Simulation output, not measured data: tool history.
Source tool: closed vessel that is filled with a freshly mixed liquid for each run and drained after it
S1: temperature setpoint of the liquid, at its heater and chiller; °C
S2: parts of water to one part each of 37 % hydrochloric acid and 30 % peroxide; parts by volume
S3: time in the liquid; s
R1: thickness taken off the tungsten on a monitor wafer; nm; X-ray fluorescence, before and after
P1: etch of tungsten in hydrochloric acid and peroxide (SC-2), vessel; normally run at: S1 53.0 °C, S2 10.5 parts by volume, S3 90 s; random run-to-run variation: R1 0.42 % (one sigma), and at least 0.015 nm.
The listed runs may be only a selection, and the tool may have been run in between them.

run,day,S1,S2,S3,R1
1,0.421,53.0,10.5,90,26.3050
2,0.883,53.0,5.5,125,60.7060
3,1.521,53.0,10.5,90,26.6210
4,2.062,53.0,18.5,90,16.0340
5,2.508,37.5,10.5,90,9.0458
# day 2.692: new drum of peroxide connected
6,2.908,53.0,10.5,145,42.5250
7,3.504,65.0,16.5,90,38.1050
8,4.008,53.0,10.5,30,8.8021
9,4.358,63.5,10.5,90,51.3660
10,4.842,53.0,10.5,90,26.4300
11,5.146,53.0,4.0,90,54.8310
12,5.625,53.0,10.5,90,26.4270
13,6.117,53.0,10.5,90,26.3570
14,6.808,53.0,10.5,90,27.6430
15,7.500,53.0,10.5,90,28.1450
16,8.100,53.0,10.5,90,28.5230
17,8.488,53.0,10.5,90,28.3830
18,8.796,53.0,10.5,90,28.5050
19,9.375,53.0,10.5,90,28.8020

P1 no longer gives what it gave before; its output has crept away from where it was. The following 2 causes, each at its listed size, fit the log equally well:
A: chemicals flow above the setpoint (%) = 10.5
B: liquid hotter than its thermometer reads (K) = 1.28
At approximately day 6.117, the process output began to creep.
Every other cause this tool's parts could produce, and why it does not fit the log:
peroxide weaker than its label (%): limited to 8, which would change R1 by -7.4 %, either short of the creep or opposite in sign

The list below offers 4 check runs, each averaging the results of 2 wafers, and shows each result as a question mark. For which of them would the listed causes give clearly different results?
check 1,9.954,45.0,10.5,90,?
check 2,9.954,47.0,10.5,90,?
check 3,9.954,53.0,18.0,30,?
check 4,9.954,44.5,4.0,90,?

Outcome of each check run for each possible cause:
check,result,if A,if B
check 1,R1,16.7810,16.8560
check 2,R1,19.2390,19.3040
check 3,R1,6.0170,5.9814
check 4,R1,33.1800,33.9370
Gap, in per cent, between the two causes that each check separates least, read from the result that separates them most: check 1 0.45 %; check 2 0.34 %; check 3 0.59 %; check 4 2.25 %
Check 4 distinguishes between the causes, while the remaining checks would return nearly the same result for all of them.

Check 4 was carried out, with these results: R1 34.0200 nm. Which of the listed causes is responsible?

The cause is B: liquid hotter than its thermometer reads (K).
